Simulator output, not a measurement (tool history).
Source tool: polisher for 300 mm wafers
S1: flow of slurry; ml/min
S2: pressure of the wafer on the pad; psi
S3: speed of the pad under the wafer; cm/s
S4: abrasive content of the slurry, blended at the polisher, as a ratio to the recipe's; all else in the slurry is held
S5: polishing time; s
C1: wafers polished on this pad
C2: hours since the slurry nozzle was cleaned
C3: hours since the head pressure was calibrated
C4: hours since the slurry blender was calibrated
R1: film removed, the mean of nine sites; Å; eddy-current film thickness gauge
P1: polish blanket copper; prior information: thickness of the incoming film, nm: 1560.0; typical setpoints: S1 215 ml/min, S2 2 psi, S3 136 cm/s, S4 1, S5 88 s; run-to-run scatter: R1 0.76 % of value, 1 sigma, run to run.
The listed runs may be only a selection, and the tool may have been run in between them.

| run | hour | S1 | S2 | S3 | S4 | S5 | C1 | C2 | C3 | C4 | R1 |
|---|---|---|---|---|---|---|---|---|---|---|---|
| 1 | 9.6 | 215 | 2 | 136 | 1 | 88 | 419 | 168.1 | 168.9 | 237.1 | 2923.7 |
| 2 | 19.7 | 215 | 2 | 136 | 1 | 88 | 501 | 178.2 | 179 | 247.2 | 2893 |
| 3 | 33.9 | 155 | 2.8 | 136 | 1 | 88 | 617 | 192.4 | 193.2 | 261.4 | 3833.4 |
| 4 | 49.4 | 215 | 2 | 136 | 0.6 | 40 | 742 | 207.9 | 208.7 | 276.9 | 1174.5 |
| 5 | 64.1 | 215 | 2 | 136 | 1 | 88 | 862 | 222.6 | 223.4 | 291.6 | 2882.2 |
| 6 | 73.7 | 330 | 2 | 136 | 1 | 88 | 940 | 232.2 | 233 | 301.2 | 2982 |
| 7 | 81.1 | 215 | 2 | 204 | 1 | 88 | 1000 | 239.6 | 240.4 | 308.6 | 4277.2 |
| 8 | 95.7 | 215 | 0.9 | 136 | 1 | 88 | 1119 | 254.2 | 255 | 323.2 | 1283.9 |
| 9 | 102.8 | 215 | 2 | 136 | 1 | 88 | 1176 | 261.3 | 262.1 | 330.3 | 2824.1 |
| 10 | 117.7 | 215 | 2 | 136 | 1 | 88 | 1297 | 276.2 | 277 | 345.2 | 2858.7 |
| 11 | 130.5 | 130 | 2 | 136 | 1 | 88 | 1401 | 289 | 289.8 | 358 | 2650.9 |
| 12 | 141.9 | 215 | 2 | 78 | 1 | 88 | 1494 | 300.4 | 301.2 | 369.4 | 1678.8 |
| 13 | 154.4 | 215 | 2 | 136 | 0.75 | 88 | 1595 | 312.9 | 313.7 | 381.9 | 2696.2 |
| 14 | 165.8 | 215 | 2 | 136 | 1 | 88 | 1688 | 324.3 | 325.1 | 393.3 | 2837.1 |
| 15 | 179.3 | 215 | 2 | 136 | 1 | 88 | 1798 | 337.8 | 338.6 | 406.8 | 2844.6 |
| 16 | 195 | 215 | 2.7 | 136 | 1 | 88 | 1925 | 353.5 | 354.3 | 422.5 | 3831.9 |
| 17 | 203 | 215 | 2 | 136 | 1 | 137 | 1990 | 361.5 | 362.3 | 430.5 | 4504.6 |
| 18 | 210.7 | 215 | 2 | 136 | 1 | 54 | 2053 | 369.2 | 370 | 438.2 | 1765.6 |
| 19 | 218.5 | 215 | 1 | 136 | 1.2 | 88 | 2116 | 377 | 377.8 | 446 | 1474.8 |
| 20 | 226.7 | 215 | 2 | 136 | 1.45 | 88 | 2183 | 385.2 | 386 | 454.2 | 3107.2 |

Predict the results of run 21:
| 21 | 241.3 | 215 | 2 | 136 | 1 | 88 | 2301 | 399.8 | 400.6 | 468.8 | ? |

For run 21 the tool returned R1 2863.7 Å.
